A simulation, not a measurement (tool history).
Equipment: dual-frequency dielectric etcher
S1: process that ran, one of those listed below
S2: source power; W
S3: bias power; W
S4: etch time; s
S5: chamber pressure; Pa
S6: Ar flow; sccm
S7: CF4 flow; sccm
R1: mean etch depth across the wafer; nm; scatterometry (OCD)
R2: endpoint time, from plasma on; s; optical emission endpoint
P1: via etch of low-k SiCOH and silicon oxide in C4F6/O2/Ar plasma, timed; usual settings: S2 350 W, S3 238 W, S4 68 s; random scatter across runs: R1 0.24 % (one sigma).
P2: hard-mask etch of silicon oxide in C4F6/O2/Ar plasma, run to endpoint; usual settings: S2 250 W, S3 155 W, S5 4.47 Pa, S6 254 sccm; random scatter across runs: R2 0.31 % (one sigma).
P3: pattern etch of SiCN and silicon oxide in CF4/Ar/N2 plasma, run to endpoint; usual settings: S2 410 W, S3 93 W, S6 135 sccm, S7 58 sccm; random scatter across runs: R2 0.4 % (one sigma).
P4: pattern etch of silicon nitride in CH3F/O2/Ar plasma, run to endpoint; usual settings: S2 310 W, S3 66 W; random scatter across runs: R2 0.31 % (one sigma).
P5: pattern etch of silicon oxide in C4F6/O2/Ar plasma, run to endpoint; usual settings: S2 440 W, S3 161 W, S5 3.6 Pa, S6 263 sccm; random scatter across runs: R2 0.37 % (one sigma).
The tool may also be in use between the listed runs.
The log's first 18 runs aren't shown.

Run 19, hour 69.5: S1 P1, S2 410 W, S3 238 W, S4 49 s. Result: R1 150.47 nm.
Run 20, hour 72.8: S1 P2, S2 250 W, S3 107 W, S5 4.47 Pa, S6 254 sccm. Result: R2 65.523 s.
Run 21, hour 75.1: S1 P1, S2 350 W, S3 238 W, S4 68 s. Result: R1 197.99 nm.
Run 22, hour 79.6: S1 P4, S2 310 W, S3 66 W. Result: R2 38.568 s.
Run 23, hour 82.2: S1 P1, S2 350 W, S3 238 W, S4 87.5 s. Result: R1 254.05 nm.
Run 24, hour 85.5: S1 P2, S2 250 W, S3 155 W, S5 4.47 Pa, S6 254 sccm. Result: R2 58.31 s.
Run 25, hour 88.5: S1 P2, S2 250 W, S3 155 W, S5 4.47 Pa, S6 336 sccm. Result: R2 60.52 s.
Run 26, hour 90.9: S1 P4, S2 310 W, S3 90 W. Result: R2 34.28 s.
Run 27, hour 94.9: S1 P1, S2 350 W, S3 238 W, S4 46.5 s. Result: R1 134.59 nm.
Run 28, hour 99.3: S1 P3, S2 410 W, S3 93 W, S6 135 sccm, S7 75 sccm. Result: R2 20.411 s.
Run 29, hour 102.3: S1 P2, S2 250 W, S3 155 W, S5 4.47 Pa, S6 254 sccm. Result: R2 58.547 s.
Run 30, hour 106.7: S1 P4, S2 310 W, S3 66 W. Result: R2 38.411 s.
Run 31, hour 111: S1 P1, S2 350 W, S3 288 W, S4 68 s. Result: R1 210.72 nm.
Run 32, hour 115.9: S1 P3, S2 410 W, S3 93 W, S6 135 sccm, S7 58 sccm. Result: R2 21.14 s.
Run 33, hour 119.8: S1 P3, S2 410 W, S3 63 W, S6 135 sccm, S7 58 sccm. Result: R2 24.439 s.
Run 34, hour 122.6: S1 P5, S2 440 W, S3 161 W, S5 4.47 Pa, S6 263 sccm. Result: R2 16.33 s.
Run 35, hour 125.6: S1 P1, S2 350 W, S3 238 W, S4 68 s. Result: R1 196.97 nm.
Run 36, hour 129.2: S1 P1, S2 350 W, S3 238 W, S4 68 s. Result: R1 196.55 nm.

Expected results for the next run?
Run 37, hour 132.8: S1 P1, S2 350 W, S3 238 W, S4 68 s. Result: R1 ?.

{"run 37": {"R1": 194.8}}
